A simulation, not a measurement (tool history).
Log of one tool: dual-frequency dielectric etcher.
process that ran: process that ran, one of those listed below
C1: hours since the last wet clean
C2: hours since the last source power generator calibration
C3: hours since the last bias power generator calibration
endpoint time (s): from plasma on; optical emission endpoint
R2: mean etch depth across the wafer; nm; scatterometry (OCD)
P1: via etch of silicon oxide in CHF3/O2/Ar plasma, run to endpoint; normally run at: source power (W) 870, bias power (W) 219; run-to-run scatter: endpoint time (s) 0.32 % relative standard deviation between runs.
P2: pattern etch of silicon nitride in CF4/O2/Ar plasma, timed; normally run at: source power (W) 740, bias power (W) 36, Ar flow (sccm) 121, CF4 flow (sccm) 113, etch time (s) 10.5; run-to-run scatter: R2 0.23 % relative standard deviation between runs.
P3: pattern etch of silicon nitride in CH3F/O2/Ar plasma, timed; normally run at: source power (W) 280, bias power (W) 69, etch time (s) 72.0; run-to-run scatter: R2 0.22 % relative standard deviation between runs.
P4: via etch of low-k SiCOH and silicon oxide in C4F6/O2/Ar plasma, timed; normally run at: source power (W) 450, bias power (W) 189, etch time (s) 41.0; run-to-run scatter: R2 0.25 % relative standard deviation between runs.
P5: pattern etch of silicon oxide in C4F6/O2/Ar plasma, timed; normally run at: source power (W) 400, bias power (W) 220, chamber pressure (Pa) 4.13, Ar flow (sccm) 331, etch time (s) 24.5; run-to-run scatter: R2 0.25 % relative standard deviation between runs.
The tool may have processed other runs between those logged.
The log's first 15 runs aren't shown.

{"run": 16, "day": 2.067, "process that ran": "P5", "source power (W)": 260, "bias power (W)": 220, "chamber pressure (Pa)": 4.13, "Ar flow (sccm)": 331, "etch time (s)": 24.5, "C1": 32.4, "C2": 1134.6, "C3": 1536.9, "R2": 68.84}
{"run": 17, "day": 2.179, "process that ran": "P4", "source power (W)": 450, "bias power (W)": 189, "etch time (s)": 41.0, "C1": 35.1, "C2": 1137.3, "C3": 1539.6, "R2": 115.82}
{"run": 18, "day": 2.279, "process that ran": "P3", "source power (W)": 280, "bias power (W)": 88, "etch time (s)": 72.0, "C1": 37.5, "C2": 1139.7, "C3": 1542.0, "R2": 48.389}
{"run": 19, "day": 2.4, "process that ran": "P3", "source power (W)": 280, "bias power (W)": 69, "etch time (s)": 47.5, "C1": 40.4, "C2": 1142.6, "C3": 1544.9, "R2": 29.376}
{"run": 20, "day": 2.525, "process that ran": "P2", "source power (W)": 570, "bias power (W)": 36, "Ar flow (sccm)": 121, "etch time (s)": 10.5, "CF4 flow (sccm)": 113, "C1": 43.4, "C2": 1145.6, "C3": 1547.9, "R2": 20.615}
{"run": 21, "day": 2.7, "process that ran": "P3", "source power (W)": 390, "bias power (W)": 69, "etch time (s)": 72.0, "C1": 47.6, "C2": 1149.8, "C3": 1552.1, "R2": 50.347}
{"run": 22, "day": 2.858, "process that ran": "P1", "source power (W)": 870, "bias power (W)": 219, "C1": 51.4, "C2": 1153.6, "C3": 1555.9, "endpoint time (s)": 233.32}
{"run": 23, "day": 3.004, "process that ran": "P1", "source power (W)": 1170, "bias power (W)": 219, "C1": 54.9, "C2": 1157.1, "C3": 1559.4, "endpoint time (s)": 208.2}
{"run": 24, "day": 3.142, "process that ran": "P1", "source power (W)": 870, "bias power (W)": 219, "C1": 58.2, "C2": 1160.4, "C3": 1562.7, "endpoint time (s)": 233.4}
{"run": 25, "day": 3.333, "process that ran": "P3", "source power (W)": 280, "bias power (W)": 69, "etch time (s)": 72.0, "C1": 62.8, "C2": 1165.0, "C3": 1567.3, "R2": 44.554}
{"run": 26, "day": 3.421, "process that ran": "P4", "source power (W)": 450, "bias power (W)": 189, "etch time (s)": 41.0, "C1": 64.9, "C2": 1167.1, "C3": 1569.4, "R2": 116.11}
{"run": 27, "day": 3.558, "process that ran": "P5", "source power (W)": 400, "bias power (W)": 162, "chamber pressure (Pa)": 4.13, "Ar flow (sccm)": 331, "etch time (s)": 24.5, "C1": 68.2, "C2": 1170.4, "C3": 1572.7, "R2": 73.399}
{"run": 28, "day": 3.679, "process that ran": "P1", "source power (W)": 870, "bias power (W)": 219, "C1": 71.1, "C2": 1173.3, "C3": 1575.6, "endpoint time (s)": 232.65}
{"run": 29, "day": 3.817, "process that ran": "P2", "source power (W)": 740, "bias power (W)": 23, "Ar flow (sccm)": 121, "etch time (s)": 10.5, "CF4 flow (sccm)": 113, "C1": 74.4, "C2": 1176.6, "C3": 1578.9, "R2": 22.61}
{"run": 30, "day": 4.0, "process that ran": "P5", "source power (W)": 400, "bias power (W)": 220, "chamber pressure (Pa)": 4.13, "Ar flow (sccm)": 331, "etch time (s)": 37.0, "C1": 78.8, "C2": 1181.0, "C3": 1583.3, "R2": 122.62}
{"run": 31, "day": 4.121, "process that ran": "P4", "source power (W)": 450, "bias power (W)": 262, "etch time (s)": 41.0, "C1": 81.7, "C2": 1183.9, "C3": 1586.2, "R2": 128.5}
{"run": 32, "day": 4.225, "process that ran": "P2", "source power (W)": 740, "bias power (W)": 36, "Ar flow (sccm)": 121, "etch time (s)": 10.5, "CF4 flow (sccm)": 113, "C1": 84.2, "C2": 1186.4, "C3": 1588.7, "R2": 25.899}
{"run": 33, "day": 4.4, "process that ran": "P5", "source power (W)": 400, "bias power (W)": 220, "chamber pressure (Pa)": 4.13, "Ar flow (sccm)": 457, "etch time (s)": 24.5, "C1": 88.4, "C2": 1190.6, "C3": 1592.9, "R2": 77.869}

Run 34 comes next. What will it give?
{"run": 34, "day": 4.55, "process that ran": "P1", "source power (W)": 870, "bias power (W)": 219, "C1": 92.0, "C2": 1194.2, "C3": 1596.5, "endpoint time (s)": "?"}

Run 34 gave endpoint time (s) 234.39.
